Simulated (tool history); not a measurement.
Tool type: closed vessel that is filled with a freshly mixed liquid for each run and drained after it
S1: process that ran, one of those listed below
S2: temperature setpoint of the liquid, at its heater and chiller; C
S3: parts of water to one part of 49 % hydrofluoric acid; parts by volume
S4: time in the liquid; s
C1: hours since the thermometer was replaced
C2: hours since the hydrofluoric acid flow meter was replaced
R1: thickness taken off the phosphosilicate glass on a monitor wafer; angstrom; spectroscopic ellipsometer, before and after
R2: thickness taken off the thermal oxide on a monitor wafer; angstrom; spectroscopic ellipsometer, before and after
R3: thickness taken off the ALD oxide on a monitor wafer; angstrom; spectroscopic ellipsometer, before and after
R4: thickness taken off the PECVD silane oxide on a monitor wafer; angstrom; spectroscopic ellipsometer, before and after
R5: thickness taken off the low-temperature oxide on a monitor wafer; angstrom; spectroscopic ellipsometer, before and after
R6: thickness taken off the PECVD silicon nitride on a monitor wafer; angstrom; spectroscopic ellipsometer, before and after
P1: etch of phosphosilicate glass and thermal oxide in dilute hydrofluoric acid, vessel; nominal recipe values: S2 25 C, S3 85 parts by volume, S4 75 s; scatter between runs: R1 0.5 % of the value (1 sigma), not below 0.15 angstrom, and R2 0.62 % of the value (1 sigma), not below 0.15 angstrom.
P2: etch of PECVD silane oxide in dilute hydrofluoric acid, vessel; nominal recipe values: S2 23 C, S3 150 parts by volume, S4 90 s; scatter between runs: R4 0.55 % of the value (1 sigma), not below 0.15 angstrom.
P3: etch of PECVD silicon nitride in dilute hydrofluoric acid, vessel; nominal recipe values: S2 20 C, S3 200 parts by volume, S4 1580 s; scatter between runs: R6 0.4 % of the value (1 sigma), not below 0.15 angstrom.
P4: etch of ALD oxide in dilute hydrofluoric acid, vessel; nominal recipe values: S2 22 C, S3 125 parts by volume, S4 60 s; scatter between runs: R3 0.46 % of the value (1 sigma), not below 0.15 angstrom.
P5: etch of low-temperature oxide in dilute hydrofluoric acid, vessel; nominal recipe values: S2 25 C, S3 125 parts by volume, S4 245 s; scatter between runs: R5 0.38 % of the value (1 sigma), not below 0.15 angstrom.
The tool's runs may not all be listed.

run     day  S1    S2   S3    S4      C1      C2      R1      R2      R3      R4      R5      R6
  1   0.642  P1    25   85    75  2041.6  1295.5  552.03  43.069
  2   1.417  P1    25   85    75  2060.2  1314.1  553.19  43.182
  3   2.083  P1    25   85    75  2076.2  1330.1  554.06  42.533
  4   2.758  P4    22  125    60  2092.4  1346.3                  82.408
  5   3.246  P2    23  270    90  2104.1    1358                          55.692
  6   3.967  P4    22  125    60  2121.4  1375.3                  82.094
  7   4.683  P5    25  125   245  2138.6  1392.5                                  467.88
  8   5.133  P4  26.5  125    60  2149.4  1403.3                  98.176
  9   5.775  P1    25   30    75  2164.8  1418.7  1686.4   130.6
 10   6.171  P1    25   85    30  2174.3  1428.2  219.67  17.393
 11   6.825  P1    25  125    75    2190  1443.9     358  28.177
 12   7.579  P2    23  150    50  2208.1    1462                          62.992
 13   8.221  P2    23  150    90  2223.5  1477.4                          113.59
 14   8.662  P3    20  200  1580  2234.1    1488                                          164.72
 15   9.092  P1    25   85    75  2244.4  1498.3  554.96  42.706
 16   9.767  P3    20   40  1580  2260.6  1514.5                                          784.32
 17  10.429  P1    25   85    75  2276.5  1530.4  553.89  43.379
 18   11.05  P3    25  200  1580  2291.4  1545.3                                          226.35
 19  11.538  P4    22  225    60  2303.1    1557                  41.062
 20  12.242  P1    25   85   135    2320  1573.9   997.9  77.412
 21  12.692  P5    33  125   245  2330.8  1584.7                                  625.35
 22  13.196  P5    25   45   245  2342.9  1596.8                                  1438.8
 23  13.717  P4    22  125    30  2355.4  1609.3                  41.336
 24  14.246  P3    20  200    30  2368.1    1622                                          2.9904
 25  14.767  P1  31.5   85    75  2380.6  1634.5  717.44  54.931
 26  15.538  P1    25  145    30  2399.1    1653  120.54   9.242
 27   16.05  P1    21   85    75  2411.4  1665.3  472.57  36.127
 28  16.575  P5    25  125   245    2424  1677.9                                  467.13
 29  16.954  P5    25  125   380  2433.1    1687                                  725.45
 30  17.408  P2    17  150    90    2444  1697.9                          89.438
 31   17.95  P1    25   85    75    2457  1710.9  553.66  43.419
 32  18.746  P1    25   85    75  2476.1    1730  528.17  40.926
 33  19.471  P1    25   85    75  2493.5  1747.4  519.91  40.083
 34  20.129  P1    25   85    75  2509.3  1763.2   514.5  39.514
 35  20.796  P1    25   85    75  2525.3  1779.2  506.07   39.25
 36  21.279  P1    25   85    75  2536.9  1790.8  510.11  39.175
 37  21.792  P1    25   85    75  2549.2  1803.1  504.22  39.312
 38  22.154  P1    25   85    75  2557.9  1811.8  504.17  39.704
 39  22.612  P1    25   85    75  2568.9  1822.8  506.68  39.622

What P1 gives has crept away from where it was. These 2 causes fit the log equally well, each at the size given:
A: liquid colder than its thermometer reads (K) = 2.38
B: hydrofluoric acid flow below the setpoint (%) = 8.19
The onset of the drift is placed at about day 17.95.

Of the 4 check runs listed below, each run on one wafer and each result written as a question mark, which would let you distinguish the listed causes because they would give clearly different results?
check 1  23.071  P2  17.5  150    90                       ?
check 2  23.071  P5  32.5   55   245                           ?
check 3  23.071  P3    20   55  1580                               ?
check 4  23.071  P4    22  220    60                   ?

How each check would come out, cause by cause:
  check  result    if A    if B
check 1      R4   82.34  82.321
check 2      R5  1419.5  1417.4
check 3      R6  490.67  533.25
check 4      R3  38.802  38.225
Separation of the two closest causes in each check, using whichever result separates them best: check 1 0.02 %; check 2 0.15 %; check 3 8.32 %; check 4 1.5 %
Check 3 tells the causes apart: in the others they would give nearly the same result.

Running check 3 produced the following: R6 536.15 angstrom. Which one of the listed causes fits?

It is B: hydrofluoric acid flow below the setpoint (%).
